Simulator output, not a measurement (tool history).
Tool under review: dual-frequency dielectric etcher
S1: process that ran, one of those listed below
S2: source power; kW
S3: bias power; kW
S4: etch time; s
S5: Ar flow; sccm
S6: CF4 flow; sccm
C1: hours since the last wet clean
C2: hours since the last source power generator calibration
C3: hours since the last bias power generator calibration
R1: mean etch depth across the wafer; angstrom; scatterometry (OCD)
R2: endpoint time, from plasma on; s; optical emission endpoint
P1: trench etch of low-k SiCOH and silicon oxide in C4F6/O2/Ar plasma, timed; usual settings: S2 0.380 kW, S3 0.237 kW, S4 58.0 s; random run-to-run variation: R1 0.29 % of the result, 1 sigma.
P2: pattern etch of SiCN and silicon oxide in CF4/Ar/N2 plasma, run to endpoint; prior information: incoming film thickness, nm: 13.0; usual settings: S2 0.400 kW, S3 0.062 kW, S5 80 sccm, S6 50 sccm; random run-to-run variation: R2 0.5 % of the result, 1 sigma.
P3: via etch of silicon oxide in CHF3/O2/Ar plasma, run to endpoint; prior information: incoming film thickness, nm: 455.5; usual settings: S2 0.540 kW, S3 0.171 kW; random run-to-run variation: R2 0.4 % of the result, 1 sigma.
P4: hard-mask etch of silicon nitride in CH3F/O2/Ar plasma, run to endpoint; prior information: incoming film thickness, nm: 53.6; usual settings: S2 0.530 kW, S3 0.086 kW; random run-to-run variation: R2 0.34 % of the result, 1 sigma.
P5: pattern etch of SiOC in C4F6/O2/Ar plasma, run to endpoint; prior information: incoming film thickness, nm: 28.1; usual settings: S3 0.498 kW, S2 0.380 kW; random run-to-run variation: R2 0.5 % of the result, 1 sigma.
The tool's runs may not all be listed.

| run | day | S1 | S2 | S3 | S4 | S5 | S6 | C1 | C2 | C3 | R1 | R2 |
|---|---|---|---|---|---|---|---|---|---|---|---|---|
| 1 | 0.300 | P1 | 0.380 | 0.237 | 58.0 |  |  | 206.0 | 2991.1 | 391.4 | 1986.8 |  |
| 2 | 0.612 | P2 | 0.400 | 0.040 |  | 80 | 50 | 213.5 | 2998.6 | 398.9 |  | 20.9300 |
| 3 | 0.917 | P4 | 0.700 | 0.086 |  |  |  | 220.8 | 3005.9 | 406.2 |  | 62.1690 |
| 4 | 1.338 | P5 | 0.220 | 0.498 |  |  |  | 230.9 | 3016.0 | 416.3 |  | 11.5650 |
| 5 | 1.683 | P1 | 0.240 | 0.237 | 58.0 |  |  | 239.2 | 3024.3 | 424.6 | 1669.4 |  |
| 6 | 1.929 | P4 | 0.530 | 0.086 |  |  |  | 245.1 | 3030.2 | 430.5 |  | 69.3470 |
| 7 | 2.158 | P3 | 0.540 | 0.171 |  |  |  | 250.6 | 3035.7 | 436.0 |  | 249.1700 |
| 8 | 2.454 | P1 | 0.380 | 0.237 | 58.0 |  |  | 257.7 | 3042.8 | 443.1 | 1995.3 |  |
| 9 | 2.808 | P2 | 0.400 | 0.062 |  | 80 | 38 | 266.2 | 3051.3 | 451.6 |  | 18.9670 |
| 10 | 3.021 | P1 | 0.260 | 0.169 | 58.0 |  |  | 271.3 | 3056.4 | 456.7 | 1547.3 |  |
| 11 | 3.408 | P1 | 0.380 | 0.176 | 58.0 |  |  | 280.6 | 3065.7 | 466.0 | 1811.2 |  |
| 12 | 3.696 | P5 | 0.380 | 0.401 |  |  |  | 287.5 | 3072.6 | 472.9 |  | 10.2240 |
| 13 | 3.996 | P1 | 0.380 | 0.237 | 58.0 |  |  | 294.7 | 3079.8 | 480.1 | 1997.7 |  |
| 14 | 4.242 | P5 | 0.380 | 0.498 |  |  |  | 300.6 | 3085.7 | 486.0 |  | 9.5091 |
| 15 | 4.492 | P3 | 0.650 | 0.171 |  |  |  | 306.6 | 3091.7 | 492.0 |  | 229.8000 |
| 16 | 4.712 | P4 | 0.530 | 0.111 |  |  |  | 311.9 | 3097.0 | 497.3 |  | 62.6060 |
| 17 | 5.021 | P1 | 0.380 | 0.165 | 36.5 |  |  | 319.3 | 3104.4 | 504.7 | 1119.9 |  |
| 18 | 5.408 | P1 | 0.380 | 0.289 | 58.0 |  |  | 328.6 | 3113.7 | 514.0 | 2137.4 |  |
| 19 | 5.679 | P1 | 0.380 | 0.237 | 58.0 |  |  | 335.1 | 3120.2 | 520.5 | 1995.8 |  |
| 20 | 5.904 | P1 | 0.380 | 0.237 | 58.0 |  |  | 340.5 | 3125.6 | 525.9 | 1991.7 |  |

Estimate the outcome of run 21 from the log above:
| 21 | 6.162 | P2 | 0.540 | 0.062 |  | 80 | 50 | 346.7 | 3131.8 | 532.1 |  | ? |

Run 21 yielded R2 13.9530 s.
